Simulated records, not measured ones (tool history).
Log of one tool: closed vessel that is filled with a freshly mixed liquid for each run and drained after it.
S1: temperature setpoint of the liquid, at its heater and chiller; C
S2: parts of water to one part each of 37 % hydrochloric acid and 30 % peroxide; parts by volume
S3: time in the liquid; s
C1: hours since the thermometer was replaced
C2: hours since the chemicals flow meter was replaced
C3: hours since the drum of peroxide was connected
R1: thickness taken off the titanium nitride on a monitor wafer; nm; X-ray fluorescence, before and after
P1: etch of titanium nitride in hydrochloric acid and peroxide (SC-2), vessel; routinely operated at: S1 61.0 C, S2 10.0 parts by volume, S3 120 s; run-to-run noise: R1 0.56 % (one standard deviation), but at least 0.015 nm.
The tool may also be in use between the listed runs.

{"run": 1, "day": 0.283, "S1": 61.0, "S2": 10.0, "S3": 120, "C1": 1620.4, "C2": 473.4, "C3": 602.7, "R1": 5.8882}
{"run": 2, "day": 0.546, "S1": 61.0, "S2": 10.0, "S3": 120, "C1": 1626.7, "C2": 479.7, "C3": 609.0, "R1": 5.8817}
{"run": 3, "day": 0.754, "S1": 61.0, "S2": 10.0, "S3": 120, "C1": 1631.7, "C2": 484.7, "C3": 614.0, "R1": 5.9225}
{"run": 4, "day": 0.958, "S1": 61.0, "S2": 10.0, "S3": 50, "C1": 1636.6, "C2": 489.6, "C3": 618.9, "R1": 2.4645}
{"run": 5, "day": 1.308, "S1": 47.0, "S2": 10.0, "S3": 120, "C1": 1645.0, "C2": 498.0, "C3": 627.3, "R1": 2.355}
{"run": 6, "day": 1.562, "S1": 53.5, "S2": 16.0, "S3": 120, "C1": 1651.1, "C2": 504.1, "C3": 633.4, "R1": 2.4256}
{"run": 7, "day": 1.867, "S1": 72.0, "S2": 10.0, "S3": 120, "C1": 1658.4, "C2": 511.4, "C3": 640.7, "R1": 11.421}
{"run": 8, "day": 2.096, "S1": 67.5, "S2": 15.5, "S3": 120, "C1": 1663.9, "C2": 516.9, "C3": 646.2, "R1": 6.0317}
{"run": 9, "day": 2.304, "S1": 61.0, "S2": 10.0, "S3": 120, "C1": 1668.9, "C2": 521.9, "C3": 651.2, "R1": 5.8886}
{"run": 10, "day": 2.667, "S1": 68.0, "S2": 10.0, "S3": 180, "C1": 1677.6, "C2": 530.6, "C3": 659.9, "R1": 13.667}
{"run": 11, "day": 2.908, "S1": 61.0, "S2": 4.0, "S3": 120, "C1": 1683.4, "C2": 536.4, "C3": 665.7, "R1": 11.818}
{"day": 3.062, "done": "thermometer replaced"}
{"run": 12, "day": 3.267, "S1": 61.0, "S2": 10.0, "S3": 120, "C1": 5.0, "C2": 545.0, "C3": 674.3, "R1": 5.8409}
{"run": 13, "day": 3.575, "S1": 61.0, "S2": 16.0, "S3": 120, "C1": 12.4, "C2": 552.4, "C3": 681.7, "R1": 3.9115}
{"run": 14, "day": 3.912, "S1": 61.0, "S2": 10.0, "S3": 235, "C1": 20.5, "C2": 560.5, "C3": 689.8, "R1": 11.541}
{"run": 15, "day": 4.238, "S1": 61.0, "S2": 10.0, "S3": 120, "C1": 28.3, "C2": 568.3, "C3": 697.6, "R1": 5.8982}
{"run": 16, "day": 4.429, "S1": 61.0, "S2": 10.0, "S3": 120, "C1": 32.9, "C2": 572.9, "C3": 702.2, "R1": 6.0115}
{"run": 17, "day": 4.65, "S1": 61.0, "S2": 10.0, "S3": 120, "C1": 38.2, "C2": 578.2, "C3": 707.5, "R1": 6.1782}
{"run": 18, "day": 4.946, "S1": 61.0, "S2": 10.0, "S3": 120, "C1": 45.3, "C2": 585.3, "C3": 714.6, "R1": 6.2687}
{"run": 19, "day": 5.112, "S1": 61.0, "S2": 10.0, "S3": 120, "C1": 49.3, "C2": 589.3, "C3": 718.6, "R1": 6.2639}
{"run": 20, "day": 5.4, "S1": 61.0, "S2": 10.0, "S3": 120, "C1": 56.2, "C2": 596.2, "C3": 725.5, "R1": 6.3212}
{"run": 21, "day": 5.675, "S1": 61.0, "S2": 10.0, "S3": 120, "C1": 62.8, "C2": 602.8, "C3": 732.1, "R1": 6.3544}
{"run": 22, "day": 5.846, "S1": 61.0, "S2": 10.0, "S3": 120, "C1": 66.9, "C2": 606.9, "C3": 736.2, "R1": 6.3964}
{"run": 23, "day": 6.146, "S1": 61.0, "S2": 10.0, "S3": 120, "C1": 74.1, "C2": 614.1, "C3": 743.4, "R1": 6.3816}

Compared with where it was, what P1 gives has crept away. Each cause listed below fits the log as well as the rest, at the size given for it:
A: chemicals flow above the setpoint (%) = 9.74
B: liquid hotter than its thermometer reads (K) = 1.24
The drift started at roughly day 4.238.
The rest of the possible causes, and what rules out each one:
peroxide weaker than its label (%): limited to 8, which would change R1 by -7.4 %, either short of the creep or opposite in sign

4 check runs are offered, each on 5 wafers whose results are averaged, their results left as question marks. Which one tells the causes apart?
{"run": "check 1", "day": 6.446, "S1": 49.5, "S2": 10.0, "S3": 165, "R1": "?"}
{"run": "check 2", "day": 6.446, "S1": 69.0, "S2": 10.0, "S3": 60, "R1": "?"}
{"run": "check 3", "day": 6.446, "S1": 70.0, "S2": 10.0, "S3": 210, "R1": "?"}
{"run": "check 4", "day": 6.446, "S1": 51.0, "S2": 4.0, "S3": 120, "R1": "?"}

Expected result of each check under each candidate cause:
check=check_1 result=R1 if_A=4.1661 if_B=4.1900
check=check_2 result=R1 if_A=5.1824 if_B=5.1648
check=check_3 result=R1 if_A=19.2460 if_B=19.1730
check=check_4 result=R1 if_A=6.5906 if_B=6.7295
Per check, the gap between the least separated pair of causes, taken in the result that splits them most: check 1 0.57 %; check 2 0.34 %; check 3 0.38 %; check 4 2.09 %
Only in check 4 would the causes give clearly different results; in the remaining checks their results would be nearly the same.

Check 4 has now been run. It gave: R1 6.7086 nm. Which of the candidate causes is it?

B is the cause: liquid hotter than its thermometer reads (K).
